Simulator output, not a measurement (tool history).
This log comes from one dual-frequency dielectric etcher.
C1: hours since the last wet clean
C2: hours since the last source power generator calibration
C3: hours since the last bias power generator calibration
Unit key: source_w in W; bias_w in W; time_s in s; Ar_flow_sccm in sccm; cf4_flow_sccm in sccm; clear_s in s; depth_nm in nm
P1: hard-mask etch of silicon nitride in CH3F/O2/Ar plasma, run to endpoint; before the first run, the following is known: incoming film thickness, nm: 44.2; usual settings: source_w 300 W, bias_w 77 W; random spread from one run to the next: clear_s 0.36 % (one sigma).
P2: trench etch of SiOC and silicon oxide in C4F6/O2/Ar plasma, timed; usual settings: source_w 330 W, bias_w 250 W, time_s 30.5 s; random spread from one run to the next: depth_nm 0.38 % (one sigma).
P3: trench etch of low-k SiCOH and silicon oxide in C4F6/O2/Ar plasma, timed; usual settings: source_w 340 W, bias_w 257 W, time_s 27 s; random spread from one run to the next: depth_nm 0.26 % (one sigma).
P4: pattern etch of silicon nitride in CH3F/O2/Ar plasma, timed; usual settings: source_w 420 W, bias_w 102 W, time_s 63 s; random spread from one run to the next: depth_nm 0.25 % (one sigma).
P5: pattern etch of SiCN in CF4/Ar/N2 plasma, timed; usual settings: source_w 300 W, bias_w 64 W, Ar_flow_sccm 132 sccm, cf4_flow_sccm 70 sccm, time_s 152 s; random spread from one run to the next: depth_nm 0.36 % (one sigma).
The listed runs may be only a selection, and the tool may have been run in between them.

{"run": 1, "day": 0.304, "process": "P1", "source_w": 300, "bias_w": 77, "C1": 309.8, "C2": 2251, "C3": 428.1, "clear_s": 69.42}
{"run": 2, "day": 0.504, "process": "P2", "source_w": 330, "bias_w": 250, "time_s": 30.5, "C1": 314.6, "C2": 2255.8, "C3": 432.9, "depth_nm": 62.174}
{"run": 3, "day": 0.721, "process": "P4", "source_w": 420, "bias_w": 102, "time_s": 63, "C1": 319.8, "C2": 2261, "C3": 438.1, "depth_nm": 49.567}
{"run": 4, "day": 0.892, "process": "P2", "source_w": 330, "bias_w": 163, "time_s": 30.5, "C1": 323.9, "C2": 2265.1, "C3": 442.2, "depth_nm": 54.207}
{"run": 5, "day": 1.092, "process": "P2", "source_w": 410, "bias_w": 250, "time_s": 30.5, "C1": 328.7, "C2": 2269.9, "C3": 447, "depth_nm": 67.095}
{"run": 6, "day": 1.329, "process": "P5", "source_w": 300, "bias_w": 64, "time_s": 152, "Ar_flow_sccm": 95, "cf4_flow_sccm": 70, "C1": 334.4, "C2": 2275.6, "C3": 452.7, "depth_nm": 89.48}
{"run": 7, "day": 1.517, "process": "P3", "source_w": 340, "bias_w": 257, "time_s": 35, "C1": 338.9, "C2": 2280.1, "C3": 457.2, "depth_nm": 113.5}
{"run": 8, "day": 1.662, "process": "P5", "source_w": 300, "bias_w": 64, "time_s": 152, "Ar_flow_sccm": 132, "cf4_flow_sccm": 70, "C1": 342.4, "C2": 2283.6, "C3": 460.7, "depth_nm": 85.328}
{"run": 9, "day": 1.912, "process": "P1", "source_w": 300, "bias_w": 77, "C1": 348.4, "C2": 2289.6, "C3": 466.7, "clear_s": 69.517}
{"run": 10, "day": 2.208, "process": "P5", "source_w": 300, "bias_w": 64, "time_s": 152, "Ar_flow_sccm": 132, "cf4_flow_sccm": 70, "C1": 355.5, "C2": 2296.7, "C3": 473.8, "depth_nm": 84.729}
{"run": 11, "day": 2.429, "process": "P5", "source_w": 300, "bias_w": 64, "time_s": 196.5, "Ar_flow_sccm": 132, "cf4_flow_sccm": 70, "C1": 360.8, "C2": 2302, "C3": 479.1, "depth_nm": 109.25}
{"run": 12, "day": 2.725, "process": "P1", "source_w": 300, "bias_w": 77, "C1": 367.9, "C2": 2309.1, "C3": 486.2, "clear_s": 69.281}
{"run": 13, "day": 2.904, "process": "P3", "source_w": 260, "bias_w": 257, "time_s": 27, "C1": 372.2, "C2": 2313.4, "C3": 490.5, "depth_nm": 79.17}
{"run": 14, "day": 3.129, "process": "P5", "source_w": 210, "bias_w": 64, "time_s": 152, "Ar_flow_sccm": 132, "cf4_flow_sccm": 70, "C1": 377.6, "C2": 2318.8, "C3": 495.9, "depth_nm": 62.607}
{"run": 15, "day": 3.358, "process": "P1", "source_w": 410, "bias_w": 77, "C1": 383.1, "C2": 2324.3, "C3": 501.4, "clear_s": 61.883}
{"run": 16, "day": 3.667, "process": "P1", "source_w": 300, "bias_w": 101, "C1": 390.5, "C2": 2331.7, "C3": 508.8, "clear_s": 63.148}
{"run": 17, "day": 3.946, "process": "P1", "source_w": 300, "bias_w": 77, "C1": 397.2, "C2": 2338.4, "C3": 515.5, "clear_s": 69.504}
{"run": 18, "day": 4.142, "process": "P3", "source_w": 340, "bias_w": 155, "time_s": 27, "C1": 401.9, "C2": 2343.1, "C3": 520.2, "depth_nm": 74.048}
{"run": 19, "day": 4.292, "process": "P1", "source_w": 300, "bias_w": 57, "C1": 405.5, "C2": 2346.7, "C3": 523.8, "clear_s": 77.23}
{"run": 20, "day": 4.546, "process": "P5", "source_w": 300, "bias_w": 64, "time_s": 152, "Ar_flow_sccm": 132, "cf4_flow_sccm": 46, "C1": 411.6, "C2": 2352.8, "C3": 529.9, "depth_nm": 79.02}
{"run": 21, "day": 4.838, "process": "P4", "source_w": 420, "bias_w": 102, "time_s": 45.5, "C1": 418.6, "C2": 2359.8, "C3": 536.9, "depth_nm": 35.831}
{"run": 22, "day": 5.054, "process": "P2", "source_w": 330, "bias_w": 250, "time_s": 20.5, "C1": 423.8, "C2": 2365, "C3": 542.1, "depth_nm": 41.727}
{"run": 23, "day": 5.279, "process": "P4", "source_w": 270, "bias_w": 102, "time_s": 63, "C1": 429.2, "C2": 2370.4, "C3": 547.5, "depth_nm": 42.242}
{"run": 24, "day": 5.458, "process": "P1", "source_w": 300, "bias_w": 77, "C1": 433.5, "C2": 2374.7, "C3": 551.8, "clear_s": 68.898}
{"run": 25, "day": 5.612, "process": "P1", "source_w": 240, "bias_w": 77, "C1": 437.2, "C2": 2378.4, "C3": 555.5, "clear_s": 75.844}
{"run": 26, "day": 5.875, "process": "P4", "source_w": 420, "bias_w": 75, "time_s": 63, "C1": 443.5, "C2": 2384.7, "C3": 561.8, "depth_nm": 44.53}
{"run": 27, "day": 6.15, "process": "P1", "source_w": 210, "bias_w": 64, "C1": 450.1, "C2": 2391.3, "C3": 568.4, "clear_s": 84.565}
{"run": 28, "day": 6.404, "process": "P5", "source_w": 300, "bias_w": 80, "time_s": 152, "Ar_flow_sccm": 132, "cf4_flow_sccm": 70, "C1": 456.2, "C2": 2397.4, "C3": 574.5, "depth_nm": 92.571}
{"run": 29, "day": 6.692, "process": "P3", "source_w": 340, "bias_w": 257, "time_s": 27, "C1": 463.1, "C2": 2404.3, "C3": 581.4, "depth_nm": 87.381}
{"run": 30, "day": 6.888, "process": "P1", "source_w": 300, "bias_w": 77, "C1": 467.8, "C2": 2409, "C3": 586.1, "clear_s": 69.096}
{"run": 31, "day": 7.108, "process": "P1", "source_w": 300, "bias_w": 77, "C1": 473.1, "C2": 2414.3, "C3": 591.4, "clear_s": 69.763}
{"run": 32, "day": 7.246, "process": "P1", "source_w": 300, "bias_w": 77, "C1": 476.4, "C2": 2417.6, "C3": 594.7, "clear_s": 69.967}
{"run": 33, "day": 7.467, "process": "P1", "source_w": 300, "bias_w": 77, "C1": 481.7, "C2": 2422.9, "C3": 600, "clear_s": 70.5}
{"run": 34, "day": 7.638, "process": "P1", "source_w": 300, "bias_w": 77, "C1": 485.8, "C2": 2427, "C3": 604.1, "clear_s": 70.443}
{"run": 35, "day": 7.933, "process": "P1", "source_w": 300, "bias_w": 77, "C1": 492.9, "C2": 2434.1, "C3": 611.2, "clear_s": 70.75}
{"day": 8.029, "done": "wet clean of the chamber"}
{"run": 36, "day": 8.254, "process": "P1", "source_w": 300, "bias_w": 77, "C1": 5.5, "C2": 2441.8, "C3": 618.9, "clear_s": 70.755}
{"run": 37, "day": 8.438, "process": "P1", "source_w": 300, "bias_w": 77, "C1": 9.9, "C2": 2446.2, "C3": 623.3, "clear_s": 70.8}

What P1 gives has crept away from where it was. These 2 causes fit the log equally well, each at the size given:
A: source power that arrives under what is set, % = 4.72
B: bias power that arrives under what is set, % = 5
Onset of the creep was near day 6.888.
Why every other cause is out:
chamber walls in a state that lowers the etch rate, %: serviced at day 8.029, after the change had begun; the process did not return to its earlier output

You are offered 4 check runs, listed below with question marks in place of their results; each one averages 2 wafers. Which run separates the listed causes by giving clearly different results for each?
{"run": "check 1", "day": 8.621, "process": "P2", "source_w": 330, "bias_w": 250, "time_s": 30.5, "depth_nm": "?"}
{"run": "check 2", "day": 8.621, "process": "P5", "source_w": 300, "bias_w": 64, "time_s": 152, "Ar_flow_sccm": 132, "cf4_flow_sccm": 70, "depth_nm": "?"}
{"run": "check 3", "day": 8.621, "process": "P4", "source_w": 420, "bias_w": 102, "time_s": 63, "depth_nm": "?"}
{"run": "check 4", "day": 8.621, "process": "P3", "source_w": 340, "bias_w": 257, "time_s": 27, "depth_nm": "?"}

How each check would come out, cause by cause:
check=check_1 result=depth_nm if_A=60.942 if_B=60.997
check=check_2 result=depth_nm if_A=81.437 if_B=83.382
check=check_3 result=depth_nm if_A=48.74 if_B=48.703
check=check_4 result=depth_nm if_A=85.931 if_B=86.006
Gap, in per cent, between the two causes that each check separates least, read from the result that separates them most: check 1 0.09 %; check 2 2.36 %; check 3 0.08 %; check 4 0.09 %
Of the check runs offered, only check 2 discriminates between the causes; the rest would read about the same regardless of which cause applies.

Check 2 has now been run. It gave: depth_nm 83.771 nm. Which of the candidate causes is it?

The cause is B: bias power that arrives under what is set, %.
